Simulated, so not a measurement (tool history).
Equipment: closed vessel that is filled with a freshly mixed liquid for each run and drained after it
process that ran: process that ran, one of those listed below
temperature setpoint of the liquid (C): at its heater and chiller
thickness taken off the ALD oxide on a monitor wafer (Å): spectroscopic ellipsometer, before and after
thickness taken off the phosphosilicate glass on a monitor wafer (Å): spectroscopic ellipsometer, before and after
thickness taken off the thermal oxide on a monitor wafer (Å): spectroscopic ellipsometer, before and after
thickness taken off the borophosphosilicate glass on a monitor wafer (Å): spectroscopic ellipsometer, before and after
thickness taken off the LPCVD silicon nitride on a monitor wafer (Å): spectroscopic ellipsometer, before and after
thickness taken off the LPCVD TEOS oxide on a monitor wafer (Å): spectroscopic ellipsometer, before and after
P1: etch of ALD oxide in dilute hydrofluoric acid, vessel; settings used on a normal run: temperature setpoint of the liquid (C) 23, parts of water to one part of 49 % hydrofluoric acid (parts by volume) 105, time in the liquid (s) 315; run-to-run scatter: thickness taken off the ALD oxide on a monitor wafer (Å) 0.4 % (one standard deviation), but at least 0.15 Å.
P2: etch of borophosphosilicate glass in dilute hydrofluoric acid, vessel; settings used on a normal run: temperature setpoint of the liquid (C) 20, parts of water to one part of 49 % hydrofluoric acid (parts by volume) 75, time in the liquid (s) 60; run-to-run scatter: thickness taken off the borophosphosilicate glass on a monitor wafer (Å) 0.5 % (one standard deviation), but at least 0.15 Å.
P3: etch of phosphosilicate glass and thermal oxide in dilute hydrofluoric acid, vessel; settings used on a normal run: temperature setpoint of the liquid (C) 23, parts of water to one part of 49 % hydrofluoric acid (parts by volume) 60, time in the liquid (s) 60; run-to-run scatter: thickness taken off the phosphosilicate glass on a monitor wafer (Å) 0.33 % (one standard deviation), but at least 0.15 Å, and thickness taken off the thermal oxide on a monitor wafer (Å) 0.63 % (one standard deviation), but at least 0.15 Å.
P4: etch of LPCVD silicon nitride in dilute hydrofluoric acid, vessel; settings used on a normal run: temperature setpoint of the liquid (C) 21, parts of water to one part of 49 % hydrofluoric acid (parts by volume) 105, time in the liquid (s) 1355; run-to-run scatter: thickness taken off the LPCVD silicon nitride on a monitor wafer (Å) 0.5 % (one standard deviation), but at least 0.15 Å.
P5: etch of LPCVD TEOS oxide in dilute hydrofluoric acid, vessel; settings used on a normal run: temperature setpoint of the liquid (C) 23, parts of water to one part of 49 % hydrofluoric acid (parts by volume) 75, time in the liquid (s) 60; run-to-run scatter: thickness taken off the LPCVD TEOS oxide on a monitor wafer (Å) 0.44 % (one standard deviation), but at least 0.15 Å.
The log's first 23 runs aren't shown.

| run | hour | process that ran | temperature setpoint of the liquid (C) | parts of water to one part of 49 % hydrofluoric acid (parts by volume) | time in the liquid (s) | hours since the thermometer was replaced | hours since the hydrofluoric acid flow meter was replaced | thickness taken off the ALD oxide on a monitor wafer (Å) | thickness taken off the phosphosilicate glass on a monitor wafer (Å) | thickness taken off the thermal oxide on a monitor wafer (Å) | thickness taken off the borophosphosilicate glass on a monitor wafer (Å) | thickness taken off the LPCVD silicon nitride on a monitor wafer (Å) | thickness taken off the LPCVD TEOS oxide on a monitor wafer (Å) |
|---|---|---|---|---|---|---|---|---|---|---|---|---|---|
| 24 | 91.5 | P5 | 23 | 75 | 30 | 1330.6 | 559.7 |  |  |  |  |  | 119.99 |
| 25 | 96.6 | P5 | 31 | 75 | 60 | 1335.7 | 564.8 |  |  |  |  |  | 329.65 |
| 26 | 101.6 | P1 | 23 | 105 | 315 | 1340.7 | 569.8 | 423.55 |  |  |  |  |  |
| 27 | 104.3 | P4 | 21 | 40 | 1355 | 1343.4 | 572.5 |  |  |  |  | 134.91 |  |
| 28 | 107.9 | P3 | 23 | 60 | 60 | 1347 | 576.1 |  | 1075.8 | 49.996 |  |  |  |
| 29 | 112.2 | P1 | 17.5 | 105 | 315 | 1351.3 | 580.4 | 337.36 |  |  |  |  |  |
| 30 | 116 | P5 | 23 | 75 | 60 | 1355.1 | 584.2 |  |  |  |  |  | 241 |
| 31 | 120.2 | P4 | 21 | 105 | 1355 | 1359.3 | 588.4 |  |  |  |  | 52.516 |  |
| 32 | 122.5 | P3 | 23 | 60 | 110 | 1361.6 | 590.7 |  | 1963.6 | 89.745 |  |  |  |
| 33 | 127.2 | P1 | 23 | 105 | 315 | 1366.3 | 595.4 | 419.83 |  |  |  |  |  |

Run 34, settings as shown, results not yet in. Your forecast:
| 34 | 129.6 | P1 | 23 | 105 | 315 | 1368.7 | 597.8 | ? |  |  |  |  |  |

Logged for run 34: thickness taken off the ALD oxide on a monitor wafer (Å) 434.67.
